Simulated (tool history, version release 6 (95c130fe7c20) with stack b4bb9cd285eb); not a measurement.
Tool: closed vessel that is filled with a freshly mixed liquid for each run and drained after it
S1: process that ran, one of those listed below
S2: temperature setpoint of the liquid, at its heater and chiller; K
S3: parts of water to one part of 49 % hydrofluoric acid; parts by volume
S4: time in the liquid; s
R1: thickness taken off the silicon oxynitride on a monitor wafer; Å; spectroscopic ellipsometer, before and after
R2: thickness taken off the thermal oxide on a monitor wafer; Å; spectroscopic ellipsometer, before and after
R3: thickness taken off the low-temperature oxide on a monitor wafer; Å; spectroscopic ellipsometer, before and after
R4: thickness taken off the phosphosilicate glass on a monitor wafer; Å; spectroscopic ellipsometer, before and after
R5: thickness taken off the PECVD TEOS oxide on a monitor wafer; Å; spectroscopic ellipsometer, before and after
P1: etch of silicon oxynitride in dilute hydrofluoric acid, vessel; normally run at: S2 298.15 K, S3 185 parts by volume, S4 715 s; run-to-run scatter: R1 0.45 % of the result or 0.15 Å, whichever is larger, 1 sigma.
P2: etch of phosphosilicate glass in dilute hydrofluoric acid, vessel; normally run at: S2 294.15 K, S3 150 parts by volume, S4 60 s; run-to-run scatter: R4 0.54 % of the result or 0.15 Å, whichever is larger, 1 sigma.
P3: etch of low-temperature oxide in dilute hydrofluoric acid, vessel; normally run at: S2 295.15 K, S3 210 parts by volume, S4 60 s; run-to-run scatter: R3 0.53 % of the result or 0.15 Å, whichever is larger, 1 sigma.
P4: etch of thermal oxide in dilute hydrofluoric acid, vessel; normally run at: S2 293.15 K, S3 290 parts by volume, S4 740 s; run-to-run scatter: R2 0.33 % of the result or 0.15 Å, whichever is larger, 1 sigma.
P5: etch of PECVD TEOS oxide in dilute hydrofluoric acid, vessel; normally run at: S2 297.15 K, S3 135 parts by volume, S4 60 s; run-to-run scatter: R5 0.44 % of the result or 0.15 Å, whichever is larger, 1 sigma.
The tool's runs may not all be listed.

run	day	S1	S2	S3	S4	R1	R2	R3	R4	R5
1	0.321	P1	298.15	185	715	180.6000				
2	0.650	P4	300.65	290	740		109.2900			
3	0.958	P1	303.15	185	715	223.8800				
4	1.375	P1	305.65	185	1375	474.8500				
5	1.612	P4	293.15	290	30		3.5232			
6	1.892	P3	290.15	210	60			62.738		
7	2.117	P1	298.15	185	235	58.8860				
8	2.321	P4	293.15	450	740		47.1570			
9	2.733	P2	290.15	150	60				206.24	
10	3.125	P5	297.15	135	120					154.930
11	3.558	P1	298.15	315	715	95.0770				
12	3.783	P5	297.15	135	60					76.810
13	4.092	P1	305.15	60	715	851.1200				
14	4.483	P3	295.15	210	105			131.490		
15	4.733	P1	298.15	185	715	179.5800				
16	5.038	P5	291.15	135	60					60.841
17	5.350	P5	297.15	20	60					606.590
18	5.671	P1	298.15	185	715	179.7600				
19	6.092	P1	298.15	185	715	179.7800				
20	6.471	P1	298.15	185	715	179.1800				
21	6.775	P2	294.15	150	60				243.44	
22	7.025	P1	298.15	185	715	179.5300				
23	7.242	P2	294.15	90	60				434.67	
24	7.575	P3	295.15	295	60			49.145		
25	7.888	P1	292.15	185	50	9.5633				
26	8.075	P1	298.15	185	1300	327.2300				
27	8.367	P4	293.15	290	740		84.0580			
28	8.558	P1	292.15	185	715	136.7100				

The next listed run, before its measurement:
29	8.917	P1	298.15	100	715	?				

{"run 29": {"R1": 355.52}}

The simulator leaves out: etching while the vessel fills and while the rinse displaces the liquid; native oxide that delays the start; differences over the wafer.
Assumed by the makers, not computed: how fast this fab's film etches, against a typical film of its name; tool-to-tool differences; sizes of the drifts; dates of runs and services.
